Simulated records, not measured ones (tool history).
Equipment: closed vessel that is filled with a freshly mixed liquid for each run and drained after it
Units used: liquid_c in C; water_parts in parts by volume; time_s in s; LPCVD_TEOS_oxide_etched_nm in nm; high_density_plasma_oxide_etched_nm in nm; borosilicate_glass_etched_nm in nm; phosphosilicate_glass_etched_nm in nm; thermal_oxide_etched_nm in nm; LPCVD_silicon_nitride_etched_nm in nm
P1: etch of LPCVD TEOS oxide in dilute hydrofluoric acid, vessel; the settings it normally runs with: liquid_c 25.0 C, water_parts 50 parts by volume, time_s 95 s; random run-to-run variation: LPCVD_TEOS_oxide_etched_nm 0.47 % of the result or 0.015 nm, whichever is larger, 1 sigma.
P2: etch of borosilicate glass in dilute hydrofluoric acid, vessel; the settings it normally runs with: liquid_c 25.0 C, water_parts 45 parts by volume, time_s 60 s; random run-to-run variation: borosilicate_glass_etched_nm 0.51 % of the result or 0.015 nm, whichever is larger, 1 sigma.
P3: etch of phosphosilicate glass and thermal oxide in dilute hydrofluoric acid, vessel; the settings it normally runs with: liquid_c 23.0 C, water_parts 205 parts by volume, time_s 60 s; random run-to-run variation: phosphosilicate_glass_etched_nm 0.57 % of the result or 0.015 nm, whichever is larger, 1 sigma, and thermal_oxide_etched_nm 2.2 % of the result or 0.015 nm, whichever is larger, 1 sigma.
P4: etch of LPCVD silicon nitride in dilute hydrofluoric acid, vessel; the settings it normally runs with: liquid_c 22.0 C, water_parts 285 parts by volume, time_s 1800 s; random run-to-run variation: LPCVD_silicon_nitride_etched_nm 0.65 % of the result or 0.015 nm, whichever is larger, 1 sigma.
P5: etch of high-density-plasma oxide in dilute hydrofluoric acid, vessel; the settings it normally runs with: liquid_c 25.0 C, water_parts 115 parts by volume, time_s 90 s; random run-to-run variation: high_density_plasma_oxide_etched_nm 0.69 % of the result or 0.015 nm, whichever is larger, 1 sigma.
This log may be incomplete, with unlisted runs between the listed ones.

| run | day | process | liquid_c | water_parts | time_s | hours since the thermometer was replaced | hours since the hydrofluoric acid flow meter was replaced | LPCVD_TEOS_oxide_etched_nm | high_density_plasma_oxide_etched_nm | borosilicate_glass_etched_nm | phosphosilicate_glass_etched_nm | thermal_oxide_etched_nm | LPCVD_silicon_nitride_etched_nm |
|---|---|---|---|---|---|---|---|---|---|---|---|---|---|
| 1 | 0.521 | P1 | 25.0 | 50 | 95 | 240.1 | 411.3 | 55.261 |  |  |  |  |  |
| 2 | 0.825 | P5 | 17.5 | 115 | 90 | 247.4 | 418.6 |  | 2.9976 |  |  |  |  |
| 3 | 1.162 | P2 | 25.0 | 45 | 30 | 255.5 | 426.7 |  |  | 33.280 |  |  |  |
| 4 | 1.671 | P3 | 23.0 | 205 | 60 | 267.7 | 438.9 |  |  |  | 33.035 | 1.3115 |  |
| 5 | 1.996 | P4 | 17.0 | 285 | 1800 | 275.5 | 446.7 |  |  |  |  |  | 2.25500 |
| 6 | 2.296 | P2 | 33.0 | 45 | 60 | 282.7 | 453.9 |  |  | 91.621 |  |  |  |
| 7 | 2.783 | P4 | 22.0 | 285 | 1800 | 294.4 | 465.6 |  |  |  |  |  | 3.09560 |
| 8 | 3.158 | P5 | 25.0 | 20 | 90 | 303.4 | 474.6 |  | 26.7450 |  |  |  |  |
| 9 | 3.712 | P3 | 23.0 | 205 | 95 | 316.7 | 487.9 |  |  |  | 52.598 | 2.0463 |  |
| 10 | 4.254 | P1 | 25.0 | 50 | 95 | 329.7 | 500.9 | 55.526 |  |  |  |  |  |
| 11 | 4.900 | P2 | 25.0 | 70 | 60 | 345.2 | 516.4 |  |  | 41.064 |  |  |  |
| 12 | 5.429 | P1 | 30.5 | 20 | 95 | 357.9 | 529.1 | 181.770 |  |  |  |  |  |
| 13 | 5.996 | P4 | 22.0 | 285 | 370 | 371.5 | 542.7 |  |  |  |  |  | 0.65491 |
| 14 | 6.450 | P1 | 25.0 | 50 | 55 | 382.4 | 553.6 | 32.121 |  |  |  |  |  |
| 15 | 6.833 | P4 | 22.0 | 285 | 1800 | 391.6 | 562.8 |  |  |  |  |  | 3.11390 |
| 16 | 7.154 | P1 | 25.0 | 50 | 95 | 399.3 | 570.5 | 55.500 |  |  |  |  |  |
| 17 | 7.562 | P1 | 29.0 | 50 | 145 | 409.1 | 580.3 | 98.617 |  |  |  |  |  |
| 18 | 8.112 | P1 | 25.0 | 50 | 95 | 422.3 | 593.5 | 55.324 |  |  |  |  |  |
| 19 | 8.417 | P1 | 25.0 | 50 | 95 | 429.6 | 600.8 | 54.990 |  |  |  |  |  |
| 20 | 9.025 | P1 | 25.0 | 20 | 95 | 444.2 | 615.4 | 144.570 |  |  |  |  |  |
| 21 | 9.367 | P1 | 25.0 | 50 | 95 | 452.4 | 623.6 | 55.591 |  |  |  |  |  |
| 22 | 9.962 | P1 | 25.0 | 90 | 95 | 466.7 | 637.9 | 28.922 |  |  |  |  |  |
| 23 | 10.500 | P2 | 25.0 | 45 | 60 | 479.6 | 650.8 |  |  | 66.514 |  |  |  |
| 24 | 11.088 | P3 | 23.0 | 205 | 60 | 493.7 | 664.9 |  |  |  | 33.183 | 1.2724 |  |
| 25 | 11.546 | P1 | 25.0 | 70 | 30 | 504.7 | 675.9 | 12.129 |  |  |  |  |  |
| 26 | 11.846 | P5 | 25.0 | 115 | 180 | 511.9 | 683.1 |  | 8.1956 |  |  |  |  |
| 27 | 12.450 | P1 | 18.5 | 50 | 95 | 526.4 | 697.6 | 42.349 |  |  |  |  |  |
| 28 | 12.888 | P1 | 25.0 | 50 | 95 | 536.9 | 708.1 | 55.271 |  |  |  |  |  |

Forecast run 29:
| 29 | 13.421 | P5 | 25.0 | 115 | 90 | 549.7 | 720.9 |  | ? |  |  |  |  |

Run 29 gave high_density_plasma_oxide_etched_nm 4.1077 nm.
